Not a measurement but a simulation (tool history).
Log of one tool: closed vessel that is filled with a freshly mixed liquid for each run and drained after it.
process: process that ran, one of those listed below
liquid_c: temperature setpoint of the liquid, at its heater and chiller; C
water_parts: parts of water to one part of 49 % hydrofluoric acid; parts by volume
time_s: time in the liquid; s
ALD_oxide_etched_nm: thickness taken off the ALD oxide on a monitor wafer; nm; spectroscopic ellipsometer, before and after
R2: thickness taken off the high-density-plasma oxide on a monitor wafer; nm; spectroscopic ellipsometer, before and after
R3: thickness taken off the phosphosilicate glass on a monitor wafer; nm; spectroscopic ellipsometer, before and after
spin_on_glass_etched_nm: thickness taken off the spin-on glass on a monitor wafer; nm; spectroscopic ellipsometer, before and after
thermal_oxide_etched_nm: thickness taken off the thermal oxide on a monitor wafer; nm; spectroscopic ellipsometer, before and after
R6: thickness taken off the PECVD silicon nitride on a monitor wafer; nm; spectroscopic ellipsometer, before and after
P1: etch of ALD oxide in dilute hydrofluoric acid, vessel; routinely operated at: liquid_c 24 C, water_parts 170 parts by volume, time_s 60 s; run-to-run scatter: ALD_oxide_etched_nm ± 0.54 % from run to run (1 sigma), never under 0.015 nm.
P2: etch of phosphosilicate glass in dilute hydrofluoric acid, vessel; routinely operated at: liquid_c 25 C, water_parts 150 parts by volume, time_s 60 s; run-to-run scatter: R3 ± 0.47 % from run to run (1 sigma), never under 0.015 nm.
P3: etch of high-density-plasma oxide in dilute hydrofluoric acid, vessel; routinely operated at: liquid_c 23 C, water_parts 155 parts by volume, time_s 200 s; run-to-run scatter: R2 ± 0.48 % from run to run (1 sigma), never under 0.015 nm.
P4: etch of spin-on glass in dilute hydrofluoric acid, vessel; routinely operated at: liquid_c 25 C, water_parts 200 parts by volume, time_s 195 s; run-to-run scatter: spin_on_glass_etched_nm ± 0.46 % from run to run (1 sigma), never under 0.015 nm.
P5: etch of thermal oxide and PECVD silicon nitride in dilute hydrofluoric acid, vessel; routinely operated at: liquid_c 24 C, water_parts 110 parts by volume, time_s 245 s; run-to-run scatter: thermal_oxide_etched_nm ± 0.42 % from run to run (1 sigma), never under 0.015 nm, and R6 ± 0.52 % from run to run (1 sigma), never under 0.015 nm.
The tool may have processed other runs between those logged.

Run 1, day 0.379: process P1, liquid_c 24 C, water_parts 170 parts by volume, time_s 60 s. Result: ALD_oxide_etched_nm 9.5037 nm.
Run 2, day 1.008: process P3, liquid_c 23 C, water_parts 155 parts by volume, time_s 80 s. Result: R2 4.9963 nm.
Run 3, day 1.7: process P1, liquid_c 24 C, water_parts 170 parts by volume, time_s 60 s. Result: ALD_oxide_etched_nm 9.4781 nm.
Run 4, day 2.267: process P2, liquid_c 25 C, water_parts 150 parts by volume, time_s 60 s. Result: R3 41.214 nm.
Run 5, day 2.658: process P4, liquid_c 25 C, water_parts 200 parts by volume, time_s 75 s. Result: spin_on_glass_etched_nm 13.558 nm.
Run 6, day 3.083: process P4, liquid_c 25 C, water_parts 200 parts by volume, time_s 195 s. Result: spin_on_glass_etched_nm 35.432 nm.
Run 7, day 3.725: process P1, liquid_c 19 C, water_parts 45 parts by volume, time_s 60 s. Result: ALD_oxide_etched_nm 34.081 nm.
Run 8, day 4.058: process P1, liquid_c 24 C, water_parts 45 parts by volume, time_s 60 s. Result: ALD_oxide_etched_nm 41.553 nm.
Run 9, day 4.358: process P1, liquid_c 24 C, water_parts 170 parts by volume, time_s 60 s. Result: ALD_oxide_etched_nm 9.4281 nm.
Run 10, day 4.675: process P1, liquid_c 24 C, water_parts 170 parts by volume, time_s 30 s. Result: ALD_oxide_etched_nm 4.7066 nm.
Run 11, day 4.988: process P2, liquid_c 25 C, water_parts 85 parts by volume, time_s 60 s. Result: R3 78.732 nm.
Run 12, day 5.446: process P2, liquid_c 17.5 C, water_parts 150 parts by volume, time_s 60 s. Result: R3 30.65 nm.
Run 13, day 5.771: process P4, liquid_c 17.5 C, water_parts 200 parts by volume, time_s 195 s. Result: spin_on_glass_etched_nm 26.698 nm.
Run 14, day 6.433: process P5, liquid_c 24 C, water_parts 110 parts by volume, time_s 450 s. Result: thermal_oxide_etched_nm 18.423 nm, R6 8.4555 nm.
Run 15, day 6.796: process P5, liquid_c 24 C, water_parts 110 parts by volume, time_s 245 s. Result: thermal_oxide_etched_nm 10.072 nm, R6 4.5702 nm.
Run 16, day 7.225: process P5, liquid_c 24 C, water_parts 175 parts by volume, time_s 245 s. Result: thermal_oxide_etched_nm 5.8634 nm, R6 2.902 nm.
Run 17, day 7.708: process P1, liquid_c 31 C, water_parts 170 parts by volume, time_s 60 s. Result: ALD_oxide_etched_nm 12.166 nm.
Run 18, day 8.354: process P3, liquid_c 23 C, water_parts 55 parts by volume, time_s 200 s. Result: R2 40.069 nm.
Run 19, day 9.033: process P1, liquid_c 24 C, water_parts 170 parts by volume, time_s 115 s. Result: ALD_oxide_etched_nm 18.202 nm.
Run 20, day 9.504: process P1, liquid_c 24 C, water_parts 170 parts by volume, time_s 60 s. Result: ALD_oxide_etched_nm 9.4204 nm.
At day 9.704: thermometer replaced.
Run 21, day 10.062: process P1, liquid_c 27.5 C, water_parts 170 parts by volume, time_s 100 s. Result: ALD_oxide_etched_nm 18.1 nm.
Run 22, day 10.746: process P2, liquid_c 25 C, water_parts 150 parts by volume, time_s 60 s. Result: R3 41.055 nm.
Run 23, day 11.421: process P2, liquid_c 25 C, water_parts 150 parts by volume, time_s 110 s. Result: R3 75.165 nm.
Run 24, day 12.112: process P1, liquid_c 24 C, water_parts 170 parts by volume, time_s 60 s. Result: ALD_oxide_etched_nm 9.4888 nm.
Run 25, day 12.754: process P3, liquid_c 17 C, water_parts 155 parts by volume, time_s 200 s. Result: R2 9.8574 nm.
Run 26, day 13.454: process P4, liquid_c 25 C, water_parts 80 parts by volume, time_s 195 s. Result: spin_on_glass_etched_nm 101.71 nm.
Run 27, day 14.025: process P1, liquid_c 24 C, water_parts 290 parts by volume, time_s 60 s. Result: ALD_oxide_etched_nm 4.9006 nm.
Run 28, day 14.625: process P1, liquid_c 24 C, water_parts 170 parts by volume, time_s 60 s. Result: ALD_oxide_etched_nm 9.5269 nm.
Run 29, day 14.946: process P5, liquid_c 20.5 C, water_parts 110 parts by volume, time_s 245 s. Result: thermal_oxide_etched_nm 8.7775 nm, R6 3.6289 nm.
Run 30, day 15.3: process P1, liquid_c 17 C, water_parts 170 parts by volume, time_s 60 s. Result: ALD_oxide_etched_nm 7.2468 nm.
Run 31, day 15.633: process P3, liquid_c 23 C, water_parts 155 parts by volume, time_s 200 s. Result: R2 12.598 nm.
Run 32, day 16.304: process P1, liquid_c 24 C, water_parts 170 parts by volume, time_s 60 s. Result: ALD_oxide_etched_nm 9.4264 nm.
Run 33, day 16.825: process P1, liquid_c 24 C, water_parts 170 parts by volume, time_s 60 s. Result: ALD_oxide_etched_nm 9.511 nm.
Run 34, day 17.333: process P1, liquid_c 24 C, water_parts 170 parts by volume, time_s 60 s. Result: ALD_oxide_etched_nm 9.2708 nm.
Run 35, day 17.988: process P1, liquid_c 24 C, water_parts 170 parts by volume, time_s 60 s. Result: ALD_oxide_etched_nm 9.1256 nm.
Run 36, day 18.5: process P1, liquid_c 24 C, water_parts 170 parts by volume, time_s 60 s. Result: ALD_oxide_etched_nm 9.1108 nm.
Run 37, day 18.992: process P1, liquid_c 24 C, water_parts 170 parts by volume, time_s 60 s. Result: ALD_oxide_etched_nm 8.9267 nm.
Run 38, day 19.692: process P1, liquid_c 24 C, water_parts 170 parts by volume, time_s 60 s. Result: ALD_oxide_etched_nm 8.9829 nm.
Run 39, day 20.279: process P1, liquid_c 24 C, water_parts 170 parts by volume, time_s 60 s. Result: ALD_oxide_etched_nm 8.8921 nm.
Run 40, day 20.617: process P1, liquid_c 24 C, water_parts 170 parts by volume, time_s 60 s. Result: ALD_oxide_etched_nm 8.8917 nm.
Run 41, day 21.238: process P1, liquid_c 24 C, water_parts 170 parts by volume, time_s 60 s. Result: ALD_oxide_etched_nm 8.9623 nm.
Run 42, day 21.783: process P1, liquid_c 24 C, water_parts 170 parts by volume, time_s 60 s. Result: ALD_oxide_etched_nm 8.9859 nm.

The log shows P1 creeping away from where it was. Any of the 2 causes listed here, at the size stated for it, fits the log just as well as the others:
A: liquid colder than its thermometer reads (K) = 1.7
B: hydrofluoric acid flow below the setpoint (%) = 5.27
Creep in the process output first set in at about day 16.825.

The check runs listed below each take one wafer, and their results are still question marks. Under which run would the listed causes lead to clearly different results?
Run check 1, day 22.329: process P3, liquid_c 23 C, water_parts 155 parts by volume, time_s 200 s. Result: R2 ?.
Run check 2, day 22.329: process P2, liquid_c 25 C, water_parts 150 parts by volume, time_s 60 s. Result: R3 ?.
Run check 3, day 22.329: process P4, liquid_c 25 C, water_parts 200 parts by volume, time_s 195 s. Result: spin_on_glass_etched_nm ?.
Run check 4, day 22.329: process P5, liquid_c 24 C, water_parts 110 parts by volume, time_s 245 s. Result: thermal_oxide_etched_nm ?, R6 ?.

Outcome of each check run for each possible cause:
  check                   result    if A    if B
check 1                       R2  11.744  11.772
check 2                       R3  38.605  38.647
check 3  spin_on_glass_etched_nm  33.204  33.084
check 4  thermal_oxide_etched_nm  9.4217  9.4773
check 4                       R6  4.0944  4.3425
Minimum pairwise separation of causes per check, each pair taken at its best-separating result: check 1 0.24 %; check 2 0.11 %; check 3 0.36 %; check 4 5.88 %
Only check 4 tells the causes apart: in the others they would give nearly the same result.

Check 4 was carried out, with these results: thermal_oxide_etched_nm 9.3685 nm; R6 4.0723 nm. Which of the listed causes is responsible?

It is A: liquid colder than its thermometer reads (K).

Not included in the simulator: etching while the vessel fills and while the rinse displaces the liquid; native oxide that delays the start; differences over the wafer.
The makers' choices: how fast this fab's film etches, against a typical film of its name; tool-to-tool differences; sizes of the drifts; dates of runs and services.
